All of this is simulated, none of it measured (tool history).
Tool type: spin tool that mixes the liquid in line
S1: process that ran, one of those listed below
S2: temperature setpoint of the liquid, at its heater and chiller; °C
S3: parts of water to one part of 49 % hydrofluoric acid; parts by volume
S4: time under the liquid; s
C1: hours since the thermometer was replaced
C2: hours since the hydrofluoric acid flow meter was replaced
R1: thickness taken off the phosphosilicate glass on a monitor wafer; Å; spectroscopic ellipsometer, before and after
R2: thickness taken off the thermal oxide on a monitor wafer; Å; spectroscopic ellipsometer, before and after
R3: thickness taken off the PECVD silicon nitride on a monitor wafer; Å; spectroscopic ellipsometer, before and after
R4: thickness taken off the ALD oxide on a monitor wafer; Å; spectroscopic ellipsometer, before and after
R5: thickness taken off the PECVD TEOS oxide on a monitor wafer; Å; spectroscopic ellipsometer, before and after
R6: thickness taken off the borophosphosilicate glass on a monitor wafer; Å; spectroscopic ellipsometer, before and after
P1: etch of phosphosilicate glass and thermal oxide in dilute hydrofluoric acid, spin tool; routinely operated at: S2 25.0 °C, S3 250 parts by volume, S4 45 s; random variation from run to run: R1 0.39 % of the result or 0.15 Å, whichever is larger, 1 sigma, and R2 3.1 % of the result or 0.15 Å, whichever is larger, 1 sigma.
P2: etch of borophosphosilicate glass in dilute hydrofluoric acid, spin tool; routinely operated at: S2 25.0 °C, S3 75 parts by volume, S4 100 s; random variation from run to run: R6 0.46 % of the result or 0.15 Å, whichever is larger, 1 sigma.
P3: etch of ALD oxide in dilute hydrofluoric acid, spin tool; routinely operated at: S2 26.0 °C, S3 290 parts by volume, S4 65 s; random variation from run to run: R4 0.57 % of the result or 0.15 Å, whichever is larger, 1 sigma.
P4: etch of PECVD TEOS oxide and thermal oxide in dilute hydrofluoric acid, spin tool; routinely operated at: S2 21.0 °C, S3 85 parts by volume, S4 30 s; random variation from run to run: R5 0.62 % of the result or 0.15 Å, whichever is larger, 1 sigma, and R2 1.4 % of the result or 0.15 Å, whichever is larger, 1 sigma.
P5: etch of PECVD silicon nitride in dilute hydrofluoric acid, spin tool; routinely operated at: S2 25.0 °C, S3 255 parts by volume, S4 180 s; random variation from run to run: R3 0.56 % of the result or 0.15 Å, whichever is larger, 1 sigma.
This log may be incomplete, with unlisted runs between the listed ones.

run   hour  S1    S2   S3   S4      C1     C2       R1       R2      R3      R4      R5      R6
  1    6.1  P1  25.0  250   45  1534.2  618.0  264.280   7.7156
  2   11.5  P5  25.0  135  180  1539.6  623.4                    78.041
  3   21.1  P3  20.5  290   65  1549.2  633.0                            52.831
  4   25.4  P5  21.0  255  180  1553.5  637.3                    32.124
  5   30.4  P1  25.0  410   45  1558.5  642.3  138.240   3.9133
  6   40.4  P4  21.0   85   30  1568.5  652.3           15.7000                  52.194
  7   47.6  P3  26.0  290   65  1575.7  659.5                            64.543
  8   52.1  P5  25.0  255  180  1580.2  664.0                    41.300
  9   61.7  P5  25.0  255  350  1589.8  673.6                    80.836
 10   70.7  P1  25.0  250   45  1598.8  682.6  263.770   7.8327
 11   78.5  P2  33.0   75  100  1606.6  690.4                                            814.77
 12   84.7  P3  26.0  290   65  1612.8  696.6                            64.580
 13   91.7  P1  25.0  250   45  1619.8  703.6  264.130   7.8580
      94.9  -- hydrofluoric acid flow meter replaced
 14   98.9  P1  25.0  250   70  1627.0    4.0  413.400  11.7020
 15  106.8  P4  27.5   85   30  1634.9   11.9           21.2930                  68.406
 16  111.1  P4  21.0   85   15  1639.2   16.2            8.0452                  26.368
 17  117.0  P1  19.0  250   45  1645.1   22.1  211.970   6.2285
 18  126.3  P1  25.0  250   15  1654.4   31.4   87.657   2.7016
 19  136.0  P1  25.0  250   45  1664.1   41.1  262.430   7.8570
 20  142.1  P5  25.0  255  180  1670.2   47.2                    42.064
 21  149.4  P1  25.0  250   45  1677.5   54.5  263.010   7.3400
 22  154.8  P4  21.0  125   30  1682.9   59.9           10.3820                  33.988
 23  161.9  P2  25.0   75  100  1690.0   67.0                                            598.82
 24  171.0  P4  21.0   85   30  1699.1   76.1           16.3990                  52.540
 25  176.4  P2  25.0  135  100  1704.5   81.5                                            308.01
 26  181.8  P1  25.0  250   45  1709.9   86.9  262.870   7.5757
 27  190.6  P3  26.0  530   65  1718.7   95.7                            28.416
 28  196.8  P1  25.0  355   65  1724.9  101.9  241.510   7.2644
 29  203.9  P1  25.0  100   45  1732.0  109.0  784.580  22.2590
 30  209.5  P2  25.0   75  155  1737.6  114.6                                            914.18
 31  215.0  P1  32.5  250   45  1743.1  120.1  340.740   9.7213
 32  221.0  P3  26.0  290   15  1749.1  126.1                            15.207
 33  227.4  P2  25.0   75  100  1755.5  132.5                                            594.75
 34  236.9  P1  25.0  250   45  1765.0  142.0  264.230   7.7286
 35  245.8  P1  25.0  250   45  1773.9  150.9  271.020   7.7327

Run 36 has not been measured yet. What should we expect?
 36  251.7  P1  25.0  250  45  1779.8  156.8   ?   ?

R1: 277.050 Å
R2: 8.0178 Å
